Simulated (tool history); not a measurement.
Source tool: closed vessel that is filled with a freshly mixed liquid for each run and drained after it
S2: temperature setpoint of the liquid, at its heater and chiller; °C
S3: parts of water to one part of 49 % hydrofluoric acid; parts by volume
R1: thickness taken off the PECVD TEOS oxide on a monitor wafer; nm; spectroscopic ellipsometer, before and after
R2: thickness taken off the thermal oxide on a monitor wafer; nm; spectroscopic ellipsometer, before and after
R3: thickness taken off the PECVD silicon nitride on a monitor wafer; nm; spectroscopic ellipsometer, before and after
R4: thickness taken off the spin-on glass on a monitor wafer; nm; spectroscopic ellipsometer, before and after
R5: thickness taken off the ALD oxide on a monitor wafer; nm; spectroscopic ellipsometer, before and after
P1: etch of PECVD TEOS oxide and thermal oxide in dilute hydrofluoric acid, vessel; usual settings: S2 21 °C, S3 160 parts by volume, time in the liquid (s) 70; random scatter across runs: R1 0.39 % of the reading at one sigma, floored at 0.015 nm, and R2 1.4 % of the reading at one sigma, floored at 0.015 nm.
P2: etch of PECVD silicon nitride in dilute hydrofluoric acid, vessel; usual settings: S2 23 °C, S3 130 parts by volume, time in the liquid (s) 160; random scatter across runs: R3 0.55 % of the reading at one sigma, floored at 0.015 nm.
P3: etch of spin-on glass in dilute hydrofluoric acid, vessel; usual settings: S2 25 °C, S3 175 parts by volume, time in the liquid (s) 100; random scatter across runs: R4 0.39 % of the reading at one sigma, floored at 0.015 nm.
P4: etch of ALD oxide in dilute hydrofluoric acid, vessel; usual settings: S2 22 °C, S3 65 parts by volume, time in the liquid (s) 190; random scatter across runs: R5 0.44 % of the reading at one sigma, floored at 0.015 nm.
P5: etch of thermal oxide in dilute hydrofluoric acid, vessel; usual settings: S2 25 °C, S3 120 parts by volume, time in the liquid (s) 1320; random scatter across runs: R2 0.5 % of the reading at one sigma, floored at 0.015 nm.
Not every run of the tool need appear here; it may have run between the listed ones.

run 1 day=0.192 | process_that_ran=P1 S2=21 S3=160 time_in_the_liquid_(s)=70 | R1=9.1254 R2=1.6334
run 2 day=0.329 | process_that_ran=P1 S2=21 S3=160 time_in_the_liquid_(s)=70 | R1=9.096 R2=1.6276
run 3 day=0.492 | process_that_ran=P5 S2=25 S3=210 time_in_the_liquid_(s)=1320 | R2=29.932
run 4 day=0.633 | process_that_ran=P5 S2=25 S3=120 time_in_the_liquid_(s)=1320 | R2=57.364
run 5 day=0.733 | process_that_ran=P1 S2=21 S3=160 time_in_the_liquid_(s)=70 | R1=9.1137 R2=1.6423
run 6 day=0.833 | process_that_ran=P2 S2=23 S3=60 time_in_the_liquid_(s)=160 | R3=13.439
run 7 day=0.971 | process_that_ran=P2 S2=23 S3=130 time_in_the_liquid_(s)=30 | R3=1.175
run 8 day=1.108 | process_that_ran=P1 S2=21 S3=75 time_in_the_liquid_(s)=70 | R1=21.036 R2=3.9077
run 9 day=1.3 | process_that_ran=P3 S2=25 S3=175 time_in_the_liquid_(s)=100 | R4=17.361
run 10 day=1.4 | process_that_ran=P1 S2=21 S3=160 time_in_the_liquid_(s)=70 | R1=8.978 R2=1.6344
run 11 day=1.562 | process_that_ran=P1 S2=21 S3=160 time_in_the_liquid_(s)=130 | R1=16.736 R2=3.1086
run 12 day=1.746 | process_that_ran=P1 S2=21 S3=285 time_in_the_liquid_(s)=125 | R1=8.0017 R2=1.4322
run 13 day=1.854 | process_that_ran=P1 S2=21 S3=160 time_in_the_liquid_(s)=35 | R1=4.537 R2=0.80187
run 14 day=1.954 | process_that_ran=P2 S2=18.5 S3=130 time_in_the_liquid_(s)=160 | R3=4.656
run 15 day=2.129 | process_that_ran=P3 S2=25 S3=85 time_in_the_liquid_(s)=100 | R4=40.078
run 16 day=2.238 | process_that_ran=P1 S2=29.5 S3=160 time_in_the_liquid_(s)=70 | R1=12.501 R2=2.2241
run 17 day=2.375 | process_that_ran=P1 S2=21 S3=295 time_in_the_liquid_(s)=70 | R1=4.3051 R2=0.79955
run 18 day=2.479 | process_that_ran=P1 S2=21 S3=160 time_in_the_liquid_(s)=70 | R1=9.1053 R2=1.6188
run 19 day=2.629 | process_that_ran=P1 S2=17 S3=160 time_in_the_liquid_(s)=120 | R1=13.297 R2=2.3421
run 20 day=2.792 | process_that_ran=P5 S2=32 S3=120 time_in_the_liquid_(s)=1320 | R2=75.836
run 21 day=2.892 | process_that_ran=P1 S2=17 S3=160 time_in_the_liquid_(s)=70 | R1=7.7249 R2=1.4248
run 22 day=3.025 | process_that_ran=P4 S2=22 S3=65 time_in_the_liquid_(s)=30 | R5=6.2124
run 23 day=3.2 | process_that_ran=P1 S2=21 S3=40 time_in_the_liquid_(s)=100 | R1=59.426 R2=11.028
run 24 day=3.329 | process_that_ran=P4 S2=27 S3=65 time_in_the_liquid_(s)=190 | R5=48.378
run 25 day=3.483 | process_that_ran=P5 S2=25 S3=120 time_in_the_liquid_(s)=150 | R2=6.5199
run 26 day=3.575 | process_that_ran=P3 S2=31.5 S3=175 time_in_the_liquid_(s)=100 | R4=22.08
run 27 day=3.746 | process_that_ran=P2 S2=23 S3=130 time_in_the_liquid_(s)=160 | R3=6.3242
run 28 day=3.875 | process_that_ran=P1 S2=21 S3=160 time_in_the_liquid_(s)=70 | R1=8.9772 R2=1.6683
run 29 day=4.038 | process_that_ran=P4 S2=22 S3=100 time_in_the_liquid_(s)=190 | R5=24.623
run 30 day=4.183 | process_that_ran=P4 S2=22 S3=65 time_in_the_liquid_(s)=190 | R5=39.168
run 31 day=4.388 | process_that_ran=P3 S2=25 S3=175 time_in_the_liquid_(s)=200 | R4=34.872
run 32 day=4.562 | process_that_ran=P1 S2=21 S3=160 time_in_the_liquid_(s)=70 | R1=9.0774 R2=1.643
run 33 day=4.738 | process_that_ran=P1 S2=21 S3=160 time_in_the_liquid_(s)=70 | R1=9.3102 R2=1.6582
run 34 day=4.825 | process_that_ran=P1 S2=21 S3=160 time_in_the_liquid_(s)=70 | R1=9.4065 R2=1.7556
run 35 day=4.946 | process_that_ran=P1 S2=21 S3=160 time_in_the_liquid_(s)=70 | R1=9.5079 R2=1.7297
run 36 day=5.129 | process_that_ran=P1 S2=21 S3=160 time_in_the_liquid_(s)=70 | R1=9.6017 R2=1.743
run 37 day=5.312 | process_that_ran=P1 S2=21 S3=160 time_in_the_liquid_(s)=70 | R1=9.661 R2=1.7681
run 38 day=5.471 | process_that_ran=P1 S2=21 S3=160 time_in_the_liquid_(s)=70 | R1=9.7006 R2=1.8049
run 39 day=5.65 | process_that_ran=P1 S2=21 S3=160 time_in_the_liquid_(s)=70 | R1=9.6728 R2=1.7847

What P1 gives has crept away from where it was. These 2 causes fit the log equally well, each at the size given:
A: hydrofluoric acid flow above the setpoint (%) = 5.6
B: liquid hotter than its thermometer reads (K) = 1.64
The gradual shift began around day 4.562.

Below are 4 check runs, each averaged over 2 wafers, with their results shown as question marks. Which of them would give clearly different results depending on which cause is behind the drift?
run check 1 day=5.829 | process_that_ran=P5 S2=25 S3=195 time_in_the_liquid_(s)=260 | R2=?
run check 2 day=5.829 | process_that_ran=P4 S2=22 S3=95 time_in_the_liquid_(s)=190 | R5=?
run check 3 day=5.829 | process_that_ran=P3 S2=29 S3=110 time_in_the_liquid_(s)=100 | R4=?
run check 4 day=5.829 | process_that_ran=P2 S2=23 S3=130 time_in_the_liquid_(s)=40 | R3=?

What each check would give under each cause:
check=check_1 result=R2 if_A=6.8809 if_B=6.8371
check=check_2 result=R5 if_A=27.601 if_B=27.751
check=check_3 result=R4 if_A=37.216 if_B=37.166
check=check_4 result=R3 if_A=1.6641 if_B=1.755
Per check, the gap between the least separated pair of causes, taken in the result that splits them most: check 1 0.64 %; check 2 0.54 %; check 3 0.14 %; check 4 5.32 %
Check 4 tells the causes apart: in the others they would give nearly the same result.

Check 4 was carried out, with these results: R3 1.7646 nm. Which of the listed causes is responsible?

It is B: liquid hotter than its thermometer reads (K).

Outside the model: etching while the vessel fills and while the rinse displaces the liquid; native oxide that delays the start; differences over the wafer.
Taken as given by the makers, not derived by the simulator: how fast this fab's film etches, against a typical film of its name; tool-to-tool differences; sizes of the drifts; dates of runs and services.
